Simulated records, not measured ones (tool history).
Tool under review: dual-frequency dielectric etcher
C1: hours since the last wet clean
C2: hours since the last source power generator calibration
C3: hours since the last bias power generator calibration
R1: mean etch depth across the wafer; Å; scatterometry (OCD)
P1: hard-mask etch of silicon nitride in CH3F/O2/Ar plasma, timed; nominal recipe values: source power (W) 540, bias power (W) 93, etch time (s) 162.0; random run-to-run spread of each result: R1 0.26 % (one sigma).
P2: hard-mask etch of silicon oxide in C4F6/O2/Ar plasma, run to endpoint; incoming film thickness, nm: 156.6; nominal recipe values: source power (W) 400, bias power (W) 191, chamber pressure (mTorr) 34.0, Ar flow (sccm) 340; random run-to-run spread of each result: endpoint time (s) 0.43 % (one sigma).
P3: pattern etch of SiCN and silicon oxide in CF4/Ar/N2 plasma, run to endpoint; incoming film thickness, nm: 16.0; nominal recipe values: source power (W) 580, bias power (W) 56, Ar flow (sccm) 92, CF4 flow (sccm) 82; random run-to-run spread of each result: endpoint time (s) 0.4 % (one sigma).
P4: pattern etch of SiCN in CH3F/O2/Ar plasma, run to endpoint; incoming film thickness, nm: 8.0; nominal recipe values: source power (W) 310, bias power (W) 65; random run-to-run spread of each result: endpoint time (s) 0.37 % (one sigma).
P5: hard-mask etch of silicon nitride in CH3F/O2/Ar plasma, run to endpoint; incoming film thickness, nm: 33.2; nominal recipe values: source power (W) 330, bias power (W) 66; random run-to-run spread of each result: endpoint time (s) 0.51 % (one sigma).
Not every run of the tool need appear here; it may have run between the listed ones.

Run 1, hour 11.6: process that ran P1, source power (W) 540, bias power (W) 93, etch time (s) 162.0; C1 191.7; C2 402.5; C3 611.9. Result: R1 1396.90 Å.
Run 2, hour 20.9: process that ran P1, source power (W) 400, bias power (W) 93, etch time (s) 97.0; C1 201.0; C2 411.8; C3 621.2. Result: R1 745.55 Å.
Run 3, hour 35.5: process that ran P1, source power (W) 540, bias power (W) 93, etch time (s) 111.0; C1 215.6; C2 426.4; C3 635.8. Result: R1 959.87 Å.
Run 4, hour 42.9: process that ran P5, source power (W) 330, bias power (W) 40; C1 223.0; C2 433.8; C3 643.2. Result: endpoint time (s) 61.208.
Run 5, hour 56.7: process that ran P3, source power (W) 580, bias power (W) 56, Ar flow (sccm) 92, CF4 flow (sccm) 82; C1 236.8; C2 447.6; C3 657.0. Result: endpoint time (s) 15.393.
Run 6, hour 70.8: process that ran P2, source power (W) 400, bias power (W) 191, Ar flow (sccm) 340, chamber pressure (mTorr) 34.0; C1 250.9; C2 461.7; C3 671.1. Result: endpoint time (s) 49.558.
Run 7, hour 79.6: process that ran P5, source power (W) 460, bias power (W) 66; C1 259.7; C2 470.5; C3 679.9. Result: endpoint time (s) 45.210.
Run 8, hour 89.7: process that ran P2, source power (W) 400, bias power (W) 117, Ar flow (sccm) 340, chamber pressure (mTorr) 34.0; C1 269.8; C2 480.6; C3 690.0. Result: endpoint time (s) 57.077.
Run 9, hour 96.8: process that ran P3, source power (W) 580, bias power (W) 56, Ar flow (sccm) 92, CF4 flow (sccm) 110; C1 276.9; C2 487.7; C3 697.1. Result: endpoint time (s) 14.714.
Run 10, hour 106.0: process that ran P4, source power (W) 310, bias power (W) 86; C1 286.1; C2 496.9; C3 706.3. Result: endpoint time (s) 21.740.
Run 11, hour 117.0: process that ran P1, source power (W) 670, bias power (W) 93, etch time (s) 162.0; C1 297.1; C2 507.9; C3 717.3. Result: R1 1521.40 Å.
Run 12, hour 127.9: process that ran P1, source power (W) 540, bias power (W) 66, etch time (s) 222.5; C1 308.0; C2 518.8; C3 728.2. Result: R1 1705.20 Å.
Run 13, hour 137.1: process that ran P3, source power (W) 770, bias power (W) 56, Ar flow (sccm) 92, CF4 flow (sccm) 82; C1 317.2; C2 528.0; C3 737.4. Result: endpoint time (s) 11.894.
Run 14, hour 148.5: process that ran P1, source power (W) 540, bias power (W) 93, etch time (s) 162.0; C1 328.6; C2 539.4; C3 748.8. Result: R1 1398.40 Å.
Run 15, hour 158.5: process that ran P1, source power (W) 710, bias power (W) 72, etch time (s) 162.0; C1 338.6; C2 549.4; C3 758.8. Result: R1 1417.70 Å.
Run 16, hour 170.5: process that ran P4, source power (W) 310, bias power (W) 65; C1 350.6; C2 561.4; C3 770.8. Result: endpoint time (s) 24.034.
Run 17, hour 177.6: process that ran P1, source power (W) 360, bias power (W) 93, etch time (s) 162.0; C1 357.7; C2 568.5; C3 777.9. Result: R1 1200.20 Å.
Run 18, hour 185.3: process that ran P1, source power (W) 540, bias power (W) 93, etch time (s) 162.0; C1 365.4; C2 576.2; C3 785.6. Result: R1 1398.90 Å.
Run 19, hour 200.5: process that ran P1, source power (W) 540, bias power (W) 93, etch time (s) 162.0; C1 380.6; C2 591.4; C3 800.8. Result: R1 1400.70 Å.
Run 20, hour 214.9: process that ran P3, source power (W) 580, bias power (W) 56, Ar flow (sccm) 125, CF4 flow (sccm) 82; C1 395.0; C2 605.8; C3 815.2. Result: endpoint time (s) 16.192.
Run 21, hour 222.6: process that ran P2, source power (W) 240, bias power (W) 191, Ar flow (sccm) 340, chamber pressure (mTorr) 34.0; C1 402.7; C2 613.5; C3 822.9. Result: endpoint time (s) 59.547.
At hour 235.3: wet clean of the chamber.
Run 22, hour 237.4: process that ran P5, source power (W) 330, bias power (W) 66; C1 2.2; C2 628.3; C3 837.7. Result: endpoint time (s) 52.081.
Run 23, hour 252.0: process that ran P1, source power (W) 540, bias power (W) 93, etch time (s) 228.0; C1 16.8; C2 642.9; C3 852.3. Result: R1 1961.00 Å.
Run 24, hour 263.6: process that ran P3, source power (W) 580, bias power (W) 67, Ar flow (sccm) 92, CF4 flow (sccm) 82; C1 28.4; C2 654.5; C3 863.9. Result: endpoint time (s) 14.635.
Run 25, hour 274.8: process that ran P2, source power (W) 400, bias power (W) 191, Ar flow (sccm) 340, chamber pressure (mTorr) 43.5; C1 39.6; C2 665.7; C3 875.1. Result: endpoint time (s) 50.931.
Run 26, hour 286.2: process that ran P1, source power (W) 540, bias power (W) 113, etch time (s) 162.0; C1 51.0; C2 677.1; C3 886.5. Result: R1 1496.80 Å.
Run 27, hour 293.9: process that ran P2, source power (W) 400, bias power (W) 191, Ar flow (sccm) 452, chamber pressure (mTorr) 34.0; C1 58.7; C2 684.8; C3 894.2. Result: endpoint time (s) 50.919.
Run 28, hour 306.7: process that ran P1, source power (W) 540, bias power (W) 93, etch time (s) 162.0; C1 71.5; C2 697.6; C3 907.0. Result: R1 1404.20 Å.
At hour 320.4: source power generator calibrated.
Run 29, hour 321.0: process that ran P1, source power (W) 540, bias power (W) 58, etch time (s) 162.0; C1 85.8; C2 0.7; C3 921.3. Result: R1 1196.70 Å.
Run 30, hour 332.9: process that ran P2, source power (W) 400, bias power (W) 191, Ar flow (sccm) 340, chamber pressure (mTorr) 34.0; C1 97.7; C2 12.6; C3 933.2. Result: endpoint time (s) 49.606.
Run 31, hour 344.9: process that ran P4, source power (W) 430, bias power (W) 65; C1 109.7; C2 24.6; C3 945.2. Result: endpoint time (s) 21.202.
Run 32, hour 359.8: process that ran P1, source power (W) 540, bias power (W) 93, etch time (s) 162.0; C1 124.6; C2 39.5; C3 960.1. Result: R1 1390.60 Å.
Run 33, hour 367.3: process that ran P1, source power (W) 540, bias power (W) 93, etch time (s) 162.0; C1 132.1; C2 47.0; C3 967.6. Result: R1 1385.60 Å.
Run 34, hour 375.0: process that ran P1, source power (W) 540, bias power (W) 93, etch time (s) 162.0; C1 139.8; C2 54.7; C3 975.3. Result: R1 1385.90 Å.
Run 35, hour 383.8: process that ran P1, source power (W) 540, bias power (W) 93, etch time (s) 162.0; C1 148.6; C2 63.5; C3 984.1. Result: R1 1383.90 Å.
Run 36, hour 391.4: process that ran P1, source power (W) 540, bias power (W) 93, etch time (s) 162.0; C1 156.2; C2 71.1; C3 991.7. Result: R1 1378.10 Å.
At hour 399.4: wet clean of the chamber.
Run 37, hour 401.6: process that ran P1, source power (W) 540, bias power (W) 93, etch time (s) 162.0; C1 2.2; C2 81.3; C3 1001.9. Result: R1 1385.90 Å.
Run 38, hour 416.8: process that ran P1, source power (W) 540, bias power (W) 93, etch time (s) 162.0; C1 17.4; C2 96.5; C3 1017.1. Result: R1 1378.00 Å.

P1 no longer gives what it gave before; its output has crept away from where it was. The following 2 causes, each at its listed size, fit the log equally well:
A: source power that arrives under what is set, % = 3.34
B: bias power that arrives under what is set, % = 3.54
Creep in the process output first set in at about hour 359.8.
Ruled out, with reasons:
chamber walls in a state that lowers the etch rate, %: serviced at hour 399.4, after the drift had started, without restoring the earlier output

You are offered 4 check runs, listed below with question marks in place of their results; each one averages 2 wafers. Which run separates the listed causes by giving clearly different results for each?
Run check 1, hour 432.0: process that ran P2, source power (W) 270, bias power (W) 191, Ar flow (sccm) 340, chamber pressure (mTorr) 34.0. Result: endpoint time (s) ?.
Run check 2, hour 432.0: process that ran P5, source power (W) 420, bias power (W) 52. Result: endpoint time (s) ?.
Run check 3, hour 432.0: process that ran P3, source power (W) 750, bias power (W) 56, Ar flow (sccm) 92, CF4 flow (sccm) 82. Result: endpoint time (s) ?.
Run check 4, hour 432.0: process that ran P4, source power (W) 390, bias power (W) 65. Result: endpoint time (s) ?.

Check results expected under each cause:
  check             result    if A    if B
check 1  endpoint time (s)  58.150  58.077
check 2  endpoint time (s)  51.844  51.746
check 3  endpoint time (s)  12.604  12.354
check 4  endpoint time (s)  22.273  22.264
Per check, the gap between the least separated pair of causes, taken in the result that splits them most: check 1 0.13 %; check 2 0.19 %; check 3 2 %; check 4 0.04 %
Only in check 3 would the causes give clearly different results; in the remaining checks their results would be nearly the same.

After running check 3, the following was obtained: endpoint time (s) 12.582. Which cause does this point to?

A is the cause: source power that arrives under what is set, %.
